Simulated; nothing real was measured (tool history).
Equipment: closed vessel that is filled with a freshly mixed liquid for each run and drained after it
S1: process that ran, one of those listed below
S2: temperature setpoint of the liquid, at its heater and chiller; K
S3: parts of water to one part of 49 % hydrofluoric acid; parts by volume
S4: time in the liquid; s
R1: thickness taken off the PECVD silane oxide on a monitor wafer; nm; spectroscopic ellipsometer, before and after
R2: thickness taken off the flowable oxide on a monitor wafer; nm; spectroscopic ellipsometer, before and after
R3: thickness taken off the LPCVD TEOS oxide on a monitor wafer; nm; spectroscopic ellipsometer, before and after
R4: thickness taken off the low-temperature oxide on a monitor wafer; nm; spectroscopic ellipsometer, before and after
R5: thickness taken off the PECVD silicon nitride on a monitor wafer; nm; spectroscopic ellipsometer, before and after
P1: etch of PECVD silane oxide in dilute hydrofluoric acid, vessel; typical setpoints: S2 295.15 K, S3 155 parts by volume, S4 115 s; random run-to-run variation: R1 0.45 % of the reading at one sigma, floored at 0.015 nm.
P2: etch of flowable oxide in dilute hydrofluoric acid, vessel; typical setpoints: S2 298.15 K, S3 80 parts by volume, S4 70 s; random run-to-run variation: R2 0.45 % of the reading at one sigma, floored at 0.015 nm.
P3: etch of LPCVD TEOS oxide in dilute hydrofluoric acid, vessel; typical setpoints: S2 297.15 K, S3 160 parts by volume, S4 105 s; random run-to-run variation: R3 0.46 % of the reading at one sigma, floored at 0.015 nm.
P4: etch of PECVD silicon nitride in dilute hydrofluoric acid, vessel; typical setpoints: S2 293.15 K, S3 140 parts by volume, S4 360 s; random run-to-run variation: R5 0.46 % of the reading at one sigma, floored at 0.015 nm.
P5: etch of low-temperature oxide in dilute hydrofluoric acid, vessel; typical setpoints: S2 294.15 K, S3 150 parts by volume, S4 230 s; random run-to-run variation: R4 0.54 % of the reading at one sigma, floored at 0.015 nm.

run,hour,S1,S2,S3,S4,R1,R2,R3,R4,R5
1,5.6,P1,295.15,155,115,28.734,,,,
2,10.8,P2,298.15,80,70,,46.652,,,
3,15.3,P1,295.15,255,115,15.724,,,,
4,20.1,P3,297.15,265,105,,,13.58,,
5,25.1,P5,294.15,150,230,,,,31.862,
6,30.4,P2,298.15,80,30,,19.997,,,
7,33.5,P5,302.15,150,230,,,,43.71,
8,39.3,P1,295.15,155,35,8.7139,,,,
9,42.9,P5,294.15,150,345,,,,48.216,
10,46.3,P4,299.15,140,360,,,,,14.441
11,50.2,P3,301.65,160,105,,,29.72,,
12,55,P1,295.15,155,115,28.648,,,,
13,61.1,P5,294.15,210,230,,,,21.594,
14,65.9,P3,297.15,160,105,,,24.812,,
15,69.4,P2,298.15,80,70,,46.65,,,
16,72.7,P4,293.15,245,360,,,,,5.7108
17,76.9,P1,295.15,155,115,28.848,,,,
18,82.7,P1,295.15,155,115,28.521,,,,
19,88.1,P1,295.15,155,170,42.369,,,,
20,91.7,P1,291.15,155,115,24.402,,,,
21,97.5,P3,297.15,160,170,,,40.907,,
22,100.8,P2,305.65,80,70,,62.076,,,
23,107.4,P1,295.15,30,115,172.04,,,,
24,111.9,P3,297.15,160,105,,,25.085,,
25,117.1,P1,299.65,155,115,33.899,,,,
26,122.5,P4,293.15,140,360,,,,,9.8404
27,125.7,P1,295.15,155,115,28.696,,,,
28,129.5,P1,295.15,60,60,43.16,,,,
29,135.8,P4,293.15,140,50,,,,,1.3847
30,141.5,P2,298.15,145,70,,23.636,,,
31,145.9,P5,294.15,150,230,,,,32.291,
32,149.3,P1,295.15,155,115,28.834,,,,
33,155.7,P1,295.15,155,115,29.176,,,,
34,159.6,P1,295.15,155,115,29.748,,,,
35,164.4,P1,295.15,155,115,29.75,,,,
36,170.9,P1,295.15,155,115,30.015,,,,
37,174.2,P1,295.15,155,115,30.168,,,,
38,179.5,P1,295.15,155,115,30.505,,,,
39,186.2,P1,295.15,155,115,30.48,,,,
40,190.7,P1,295.15,155,115,30.407,,,,
41,194.8,P1,295.15,155,115,30.348,,,,
42,200.2,P1,295.15,155,115,30.262,,,,
43,205.2,P1,295.15,155,115,30.479,,,,

Something has made what P1 gives creep away from where it was; the 2 causes below, each at its own stated size, fit the log equally well:
A: liquid hotter than its thermometer reads (K) = 1.56
B: hydrofluoric acid flow above the setpoint (%) = 5.3
The drift started at roughly hour 149.3.

4 check runs are offered, one wafer each, their results left as question marks. Which one tells the causes apart?
check 1,210.2,P5,294.15,150,230,,,,?,
check 2,210.2,P4,293.15,140,360,,,,,?
check 3,210.2,P2,298.15,80,70,,?,,,
check 4,210.2,P3,297.15,160,105,,,?,,

If the cause were each of the candidates in turn, the checks would give the following:
check,result,if A,if B
check 1,R4,34.308,34.265
check 2,R5,10.925,10.355
check 3,R2,49.393,49.155
check 4,R3,26.651,26.704
Smallest distance between any two causes, each pair judged by its most separating result, in per cent: check 1 0.13 %; check 2 5.35 %; check 3 0.48 %; check 4 0.2 %
Only check 2 tells the causes apart: in the others they would give nearly the same result.

Check 2 has now been run. It gave: R5 10.336 nm. Which of the candidate causes is it?

It is B: hydrofluoric acid flow above the setpoint (%).
